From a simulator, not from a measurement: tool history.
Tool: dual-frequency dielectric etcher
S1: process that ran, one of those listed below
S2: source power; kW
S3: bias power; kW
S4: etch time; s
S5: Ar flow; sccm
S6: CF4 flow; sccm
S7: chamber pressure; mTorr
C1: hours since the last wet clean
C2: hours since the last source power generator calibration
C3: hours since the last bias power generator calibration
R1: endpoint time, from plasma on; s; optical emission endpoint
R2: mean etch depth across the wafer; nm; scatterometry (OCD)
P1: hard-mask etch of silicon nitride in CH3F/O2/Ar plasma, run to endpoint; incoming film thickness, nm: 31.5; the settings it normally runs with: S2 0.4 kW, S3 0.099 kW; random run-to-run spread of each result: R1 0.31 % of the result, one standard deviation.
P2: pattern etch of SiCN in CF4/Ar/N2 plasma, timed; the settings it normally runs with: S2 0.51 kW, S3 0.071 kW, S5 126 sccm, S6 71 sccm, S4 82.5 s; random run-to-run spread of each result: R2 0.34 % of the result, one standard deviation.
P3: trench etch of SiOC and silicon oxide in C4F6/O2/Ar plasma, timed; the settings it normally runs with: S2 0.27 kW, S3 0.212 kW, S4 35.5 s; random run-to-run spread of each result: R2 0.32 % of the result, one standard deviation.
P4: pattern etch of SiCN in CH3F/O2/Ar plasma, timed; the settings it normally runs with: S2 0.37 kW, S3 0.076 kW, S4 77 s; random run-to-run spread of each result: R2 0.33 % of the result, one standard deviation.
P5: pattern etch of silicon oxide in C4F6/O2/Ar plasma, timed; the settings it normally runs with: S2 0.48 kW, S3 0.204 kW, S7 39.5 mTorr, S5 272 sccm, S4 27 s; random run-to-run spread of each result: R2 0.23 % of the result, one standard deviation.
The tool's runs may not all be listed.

run 1 hour=10.4 | S1=P1 S2=0.4 S3=0.099 | C1=183.8 C2=766.7 C3=1831.4 | R1=41.015
run 2 hour=24.9 | S1=P4 S2=0.37 S3=0.076 S4=59.5 | C1=198.3 C2=781.2 C3=1845.9 | R2=21.826
run 3 hour=36.6 | S1=P4 S2=0.44 S3=0.076 S4=77 | C1=210 C2=792.9 C3=1857.6 | R2=30.32
-- hour=41 wet clean of the chamber
run 4 hour=50.5 | S1=P1 S2=0.57 S3=0.099 | C1=9.5 C2=806.8 C3=1871.5 | R1=35.67
run 5 hour=56.8 | S1=P3 S2=0.27 S3=0.212 S4=35.5 | C1=15.8 C2=813.1 C3=1877.8 | R2=60.943
-- hour=65.9 source power generator calibrated
run 6 hour=71.1 | S1=P2 S2=0.51 S3=0.071 S4=82.5 S5=126 S6=87 | C1=30.1 C2=5.2 C3=1892.1 | R2=76.832
run 7 hour=81.5 | S1=P3 S2=0.27 S3=0.212 S4=52.5 | C1=40.5 C2=15.6 C3=1902.5 | R2=90.274
run 8 hour=88.1 | S1=P2 S2=0.51 S3=0.071 S4=104.5 S5=126 S6=71 | C1=47.1 C2=22.2 C3=1909.1 | R2=93.919
run 9 hour=101.4 | S1=P2 S2=0.29 S3=0.071 S4=82.5 S5=126 S6=71 | C1=60.4 C2=35.5 C3=1922.4 | R2=45.552
run 10 hour=110.2 | S1=P2 S2=0.51 S3=0.071 S4=82.5 S5=78 S6=71 | C1=69.2 C2=44.3 C3=1931.2 | R2=79.805
run 11 hour=120.5 | S1=P5 S2=0.66 S3=0.204 S4=27 S5=272 S7=39.5 | C1=79.5 C2=54.6 C3=1941.5 | R2=106.29
run 12 hour=127.4 | S1=P1 S2=0.4 S3=0.099 | C1=86.4 C2=61.5 C3=1948.4 | R1=40.731
run 13 hour=138.5 | S1=P1 S2=0.4 S3=0.099 | C1=97.5 C2=72.6 C3=1959.5 | R1=40.508
run 14 hour=148.8 | S1=P1 S2=0.47 S3=0.138 | C1=107.8 C2=82.9 C3=1969.8 | R1=33.875
run 15 hour=158.3 | S1=P5 S2=0.48 S3=0.204 S4=17 S5=272 S7=39.5 | C1=117.3 C2=92.4 C3=1979.3 | R2=59.056
run 16 hour=165.6 | S1=P1 S2=0.4 S3=0.062 | C1=124.6 C2=99.7 C3=1986.6 | R1=47.916
run 17 hour=175.8 | S1=P5 S2=0.48 S3=0.166 S4=27 S5=272 S7=39.5 | C1=134.8 C2=109.9 C3=1996.8 | R2=88.234
run 18 hour=188.8 | S1=P1 S2=0.25 S3=0.099 | C1=147.8 C2=122.9 C3=2009.8 | R1=48.595
run 19 hour=200.9 | S1=P2 S2=0.51 S3=0.049 S4=82.5 S5=126 S6=71 | C1=159.9 C2=135 C3=2021.9 | R2=65.76
run 20 hour=209.3 | S1=P1 S2=0.4 S3=0.099 | C1=168.3 C2=143.4 C3=2030.3 | R1=40.651
run 21 hour=221.1 | S1=P5 S2=0.48 S3=0.204 S4=27 S5=272 S7=49.5 | C1=180.1 C2=155.2 C3=2042.1 | R2=91.309
run 22 hour=228.7 | S1=P4 S2=0.37 S3=0.076 S4=77 | C1=187.7 C2=162.8 C3=2049.7 | R2=28.179
run 23 hour=240.4 | S1=P5 S2=0.48 S3=0.204 S4=27 S5=272 S7=39.5 | C1=199.4 C2=174.5 C3=2061.4 | R2=93.535
run 24 hour=252.7 | S1=P4 S2=0.37 S3=0.104 S4=77 | C1=211.7 C2=186.8 C3=2073.7 | R2=31.718
run 25 hour=265.3 | S1=P3 S2=0.27 S3=0.133 S4=35.5 | C1=224.3 C2=199.4 C3=2086.3 | R2=52.574
run 26 hour=274.9 | S1=P1 S2=0.4 S3=0.126 | C1=233.9 C2=209 C3=2095.9 | R1=37.31
run 27 hour=285.4 | S1=P2 S2=0.51 S3=0.071 S4=82.5 S5=126 S6=71 | C1=244.4 C2=219.5 C3=2106.4 | R2=74.416
run 28 hour=294.6 | S1=P3 S2=0.38 S3=0.212 S4=35.5 | C1=253.6 C2=228.7 C3=2115.6 | R2=69.202
run 29 hour=307.7 | S1=P5 S2=0.48 S3=0.204 S4=27 S5=197 S7=39.5 | C1=266.7 C2=241.8 C3=2128.7 | R2=97.449
run 30 hour=320.2 | S1=P5 S2=0.48 S3=0.204 S4=27 S5=272 S7=39.5 | C1=279.2 C2=254.3 C3=2141.2 | R2=93.517
run 31 hour=330.3 | S1=P1 S2=0.4 S3=0.099 | C1=289.3 C2=264.4 C3=2151.3 | R1=40.872
run 32 hour=337.5 | S1=P1 S2=0.4 S3=0.099 | C1=296.5 C2=271.6 C3=2158.5 | R1=40.429
run 33 hour=348.9 | S1=P1 S2=0.4 S3=0.099 | C1=307.9 C2=283 C3=2169.9 | R1=40.385
run 34 hour=360.3 | S1=P1 S2=0.4 S3=0.099 | C1=319.3 C2=294.4 C3=2181.3 | R1=40.402
run 35 hour=368.6 | S1=P1 S2=0.4 S3=0.099 | C1=327.6 C2=302.7 C3=2189.6 | R1=40.255
run 36 hour=376.5 | S1=P1 S2=0.4 S3=0.099 | C1=335.5 C2=310.6 C3=2197.5 | R1=40.215
run 37 hour=386.5 | S1=P1 S2=0.4 S3=0.099 | C1=345.5 C2=320.6 C3=2207.5 | R1=40.181
-- hour=396.8 wet clean of the chamber
run 38 hour=399 | S1=P1 S2=0.4 S3=0.099 | C1=2.2 C2=333.1 C3=2220 | R1=40.233
run 39 hour=409.9 | S1=P1 S2=0.4 S3=0.099 | C1=13.1 C2=344 C3=2230.9 | R1=39.982
run 40 hour=422.3 | S1=P1 S2=0.4 S3=0.099 | C1=25.5 C2=356.4 C3=2243.3 | R1=40.123

Something has made what P1 gives creep away from where it was; the 2 causes below, each at its own stated size, fit the log equally well:
A: source power that arrives over what is set, % = 4.82
B: bias power that arrives over what is set, % = 4.88
At approximately hour 330.3, the process output began to creep.
Each remaining cause and why it is not a fit:
chamber walls in a state that raises the etch rate, %: maintenance at hour 396.8, after the shift began, did not return the process to its former output

Each of the 4 check runs below uses one wafer; its results are left as question marks. Which run tells the causes apart?
run check 1 hour=434.7 | S1=P5 S2=0.48 S3=0.204 S4=22.5 S5=198 S7=39.5 | R2=?
run check 2 hour=434.7 | S1=P2 S2=0.3 S3=0.071 S4=82.5 S5=126 S6=82 | R2=?
run check 3 hour=434.7 | S1=P4 S2=0.37 S3=0.104 S4=77 | R2=?
run check 4 hour=434.7 | S1=P3 S2=0.27 S3=0.141 S4=46.5 | R2=?

Predicted outcomes, by check and by cause:
check=check_1 result=R2 if_A=82.329 if_B=82.087
check=check_2 result=R2 if_A=49.746 if_B=48.569
check=check_3 result=R2 if_A=32.29 if_B=32.32
check=check_4 result=R2 if_A=71.406 if_B=71.146
Per check, the gap between the least separated pair of causes, taken in the result that splits them most: check 1 0.3 %; check 2 2.4 %; check 3 0.09 %; check 4 0.36 %
The other checks would show nearly matching results whichever cause is true, so check 2 is the only one that separates the causes.

The results of check 2 are: R2 50.122 nm. Based on these, which of the listed causes is it?

The cause is A: source power that arrives over what is set, %.

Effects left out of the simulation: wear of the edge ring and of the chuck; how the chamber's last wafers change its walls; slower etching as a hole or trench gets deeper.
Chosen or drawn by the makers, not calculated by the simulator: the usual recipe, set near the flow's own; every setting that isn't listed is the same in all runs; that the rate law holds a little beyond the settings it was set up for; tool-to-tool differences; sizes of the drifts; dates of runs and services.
